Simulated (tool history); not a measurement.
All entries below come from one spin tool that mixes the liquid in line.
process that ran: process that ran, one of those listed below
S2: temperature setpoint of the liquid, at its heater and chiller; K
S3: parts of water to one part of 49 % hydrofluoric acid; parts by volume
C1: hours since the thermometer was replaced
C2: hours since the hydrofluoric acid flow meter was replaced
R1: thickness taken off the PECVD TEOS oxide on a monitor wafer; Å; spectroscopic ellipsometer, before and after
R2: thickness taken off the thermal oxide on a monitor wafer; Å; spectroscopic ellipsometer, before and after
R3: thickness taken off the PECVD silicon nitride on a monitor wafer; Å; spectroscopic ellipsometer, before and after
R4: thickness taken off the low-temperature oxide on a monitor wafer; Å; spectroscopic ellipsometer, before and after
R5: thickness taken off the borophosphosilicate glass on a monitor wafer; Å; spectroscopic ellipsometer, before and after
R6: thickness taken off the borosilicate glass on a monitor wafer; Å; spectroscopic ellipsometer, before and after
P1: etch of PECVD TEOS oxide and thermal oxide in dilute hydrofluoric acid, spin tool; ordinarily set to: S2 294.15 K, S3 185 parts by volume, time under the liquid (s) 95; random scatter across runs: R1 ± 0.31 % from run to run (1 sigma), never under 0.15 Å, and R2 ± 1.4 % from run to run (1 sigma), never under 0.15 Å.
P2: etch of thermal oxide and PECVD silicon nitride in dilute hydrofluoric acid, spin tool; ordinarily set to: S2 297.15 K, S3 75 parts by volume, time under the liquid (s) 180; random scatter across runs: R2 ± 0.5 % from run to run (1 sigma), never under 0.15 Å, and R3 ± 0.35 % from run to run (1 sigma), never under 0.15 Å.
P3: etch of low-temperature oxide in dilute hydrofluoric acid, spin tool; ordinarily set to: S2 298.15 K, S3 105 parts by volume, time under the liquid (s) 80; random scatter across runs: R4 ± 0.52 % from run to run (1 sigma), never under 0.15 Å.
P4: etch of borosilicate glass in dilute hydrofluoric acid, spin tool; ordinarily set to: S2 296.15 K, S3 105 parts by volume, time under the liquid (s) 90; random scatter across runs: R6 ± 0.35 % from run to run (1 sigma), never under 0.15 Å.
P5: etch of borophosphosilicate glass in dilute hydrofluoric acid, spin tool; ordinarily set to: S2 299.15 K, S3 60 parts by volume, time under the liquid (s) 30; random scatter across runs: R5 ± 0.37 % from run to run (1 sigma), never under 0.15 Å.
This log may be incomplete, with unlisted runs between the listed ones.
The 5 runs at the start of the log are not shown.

run 6 hour=22.4 | process_that_ran=P1 S2=294.15 S3=335 time_under_the_liquid_(s)=95 | C1=383.3 C2=558.1 | R1=49.877 R2=9.8354
run 7 hour=27.2 | process_that_ran=P1 S2=294.15 S3=185 time_under_the_liquid_(s)=95 | C1=388.1 C2=562.9 | R1=104.710 R2=19.5940
run 8 hour=31.5 | process_that_ran=P3 S2=306.15 S3=105 time_under_the_liquid_(s)=80 | C1=392.4 C2=567.2 | R4=230.52
run 9 hour=34.5 | process_that_ran=P1 S2=294.15 S3=185 time_under_the_liquid_(s)=95 | C1=395.4 C2=570.2 | R1=104.440 R2=19.2540
run 10 hour=37.4 | process_that_ran=P3 S2=298.15 S3=105 time_under_the_liquid_(s)=80 | C1=398.3 C2=573.1 | R4=169.68
run 11 hour=42.0 | process_that_ran=P2 S2=297.15 S3=75 time_under_the_liquid_(s)=335 | C1=402.9 C2=577.7 | R2=226.2000 R3=215.090
run 12 hour=45.3 | process_that_ran=P5 S2=299.15 S3=110 time_under_the_liquid_(s)=30 | C1=406.2 C2=581.0 | R5=75.122
run 13 hour=50.7 | process_that_ran=P1 S2=290.15 S3=185 time_under_the_liquid_(s)=95 | C1=411.6 C2=586.4 | R1=89.558 R2=16.4980
run 14 hour=54.3 | process_that_ran=P1 S2=294.15 S3=185 time_under_the_liquid_(s)=95 | C1=415.2 C2=590.0 | R1=104.190 R2=18.8900
run 15 hour=58.9 | process_that_ran=P1 S2=300.65 S3=185 time_under_the_liquid_(s)=95 | C1=419.8 C2=594.6 | R1=133.170 R2=24.6560
run 16 hour=64.5 | process_that_ran=P5 S2=299.15 S3=60 time_under_the_liquid_(s)=15 | C1=425.4 C2=600.2 | R5=73.307
run 17 hour=69.5 | process_that_ran=P1 S2=294.15 S3=100 time_under_the_liquid_(s)=95 | C1=430.4 C2=605.2 | R1=212.030 R2=40.6470
run 18 hour=73.0 | process_that_ran=P1 S2=302.15 S3=185 time_under_the_liquid_(s)=150 | C1=433.9 C2=608.7 | R1=221.610 R2=41.1680
run 19 hour=78.5 | process_that_ran=P4 S2=300.15 S3=105 time_under_the_liquid_(s)=90 | C1=439.4 C2=614.2 | R6=415.54
-- hour=80.7 thermometer replaced
run 20 hour=81.4 | process_that_ran=P5 S2=299.15 S3=60 time_under_the_liquid_(s)=30 | C1=0.7 C2=617.1 | R5=147.650
run 21 hour=85.0 | process_that_ran=P4 S2=296.15 S3=105 time_under_the_liquid_(s)=15 | C1=4.3 C2=620.7 | R6=58.95
run 22 hour=88.1 | process_that_ran=P2 S2=293.15 S3=75 time_under_the_liquid_(s)=180 | C1=7.4 C2=623.8 | R2=102.5800 R3=87.722
run 23 hour=93.4 | process_that_ran=P1 S2=300.15 S3=185 time_under_the_liquid_(s)=160 | C1=12.7 C2=629.1 | R1=219.390 R2=41.9140
run 24 hour=97.2 | process_that_ran=P2 S2=297.15 S3=75 time_under_the_liquid_(s)=180 | C1=16.5 C2=632.9 | R2=121.6900 R3=115.440
run 25 hour=100.7 | process_that_ran=P1 S2=294.15 S3=185 time_under_the_liquid_(s)=175 | C1=20.0 C2=636.4 | R1=192.890 R2=36.4970
run 26 hour=103.9 | process_that_ran=P1 S2=294.15 S3=185 time_under_the_liquid_(s)=95 | C1=23.2 C2=639.6 | R1=104.600 R2=19.9120
run 27 hour=106.7 | process_that_ran=P5 S2=306.65 S3=60 time_under_the_liquid_(s)=30 | C1=26.0 C2=642.4 | R5=197.710
run 28 hour=109.4 | process_that_ran=P5 S2=299.15 S3=60 time_under_the_liquid_(s)=30 | C1=28.7 C2=645.1 | R5=146.700
run 29 hour=114.7 | process_that_ran=P4 S2=296.15 S3=150 time_under_the_liquid_(s)=90 | C1=34.0 C2=650.4 | R6=236.17
run 30 hour=117.6 | process_that_ran=P4 S2=296.15 S3=105 time_under_the_liquid_(s)=90 | C1=36.9 C2=653.3 | R6=355.58

Estimate the outcome of run 31 from the log above:
run 31 hour=120.7 | process_that_ran=P3 S2=298.15 S3=165 time_under_the_liquid_(s)=80 | C1=40.0 C2=656.4 | R4=?

{"run 31": {"R4": 100.7}}
